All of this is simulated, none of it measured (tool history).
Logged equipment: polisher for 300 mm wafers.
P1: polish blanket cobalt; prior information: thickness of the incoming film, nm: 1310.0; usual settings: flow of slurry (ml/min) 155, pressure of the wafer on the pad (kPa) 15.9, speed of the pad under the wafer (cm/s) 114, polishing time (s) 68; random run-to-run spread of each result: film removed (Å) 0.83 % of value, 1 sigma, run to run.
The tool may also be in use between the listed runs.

| run | hour | flow of slurry (ml/min) | pressure of the wafer on the pad (kPa) | speed of the pad under the wafer (cm/s) | polishing time (s) | wafers polished on this pad | hours since the slurry nozzle was cleaned | hours since the head pressure was calibrated | film removed (Å) |
|---|---|---|---|---|---|---|---|---|---|
| 1 | 4.5 | 155 | 15.9 | 114 | 68 | 1157 | 293.9 | 296.8 | 4642 |
| 2 | 9.3 | 155 | 15.9 | 114 | 68 | 1197 | 298.7 | 301.6 | 4633.2 |
|  | 9.9 | head pressure recalibrated |
| 3 | 14.4 | 155 | 15.9 | 114 | 68 | 1240 | 303.8 | 4.6 | 4663.6 |
| 4 | 22.7 | 155 | 15.9 | 114 | 68 | 1309 | 312.1 | 12.9 | 4646.5 |
| 5 | 29.2 | 95 | 15.9 | 114 | 68 | 1363 | 318.6 | 19.4 | 4186.1 |
| 6 | 33.9 | 155 | 15.9 | 166 | 68 | 1402 | 323.3 | 24.1 | 6773.6 |
| 7 | 37.8 | 155 | 15.9 | 72 | 68 | 1435 | 327.2 | 28 | 2938.3 |
| 8 | 44.7 | 155 | 24.1 | 114 | 68 | 1492 | 334.1 | 34.9 | 7018.5 |
| 9 | 49.8 | 155 | 15.9 | 114 | 97 | 1535 | 339.2 | 40 | 6644.9 |
| 10 | 53.5 | 155 | 15.9 | 114 | 68 | 1566 | 342.9 | 43.7 | 4612.3 |
| 11 | 60.8 | 155 | 15.9 | 114 | 38 | 1627 | 350.2 | 51 | 2602.9 |
| 12 | 64.7 | 240 | 15.9 | 114 | 68 | 1659 | 354.1 | 54.9 | 4935.5 |
| 13 | 70.5 | 155 | 15.9 | 114 | 68 | 1707 | 359.9 | 60.7 | 4687 |
| 14 | 77.6 | 155 | 15.9 | 114 | 68 | 1767 | 367 | 67.8 | 4633.1 |
| 15 | 82.5 | 155 | 11.7 | 114 | 68 | 1807 | 371.9 | 72.7 | 3420.5 |
| 16 | 89.7 | 95 | 15.9 | 172 | 68 | 1867 | 379.1 | 79.9 | 6383.5 |
| 17 | 96 | 155 | 15.9 | 114 | 68 | 1920 | 385.4 | 86.2 | 4631.5 |
| 18 | 101.8 | 155 | 15.9 | 114 | 68 | 1968 | 391.2 | 92 | 4530.9 |
| 19 | 106.5 | 155 | 15.9 | 114 | 68 | 2007 | 395.9 | 96.7 | 4482.7 |
| 20 | 113.5 | 155 | 15.9 | 114 | 68 | 2066 | 402.9 | 103.7 | 4326.7 |

Predict the results of run 21:
| 21 | 118.7 | 155 | 15.9 | 114 | 68 | 2109 | 408.1 | 108.9 | ? |

Run 21 came out at film removed (Å) 4403.5.
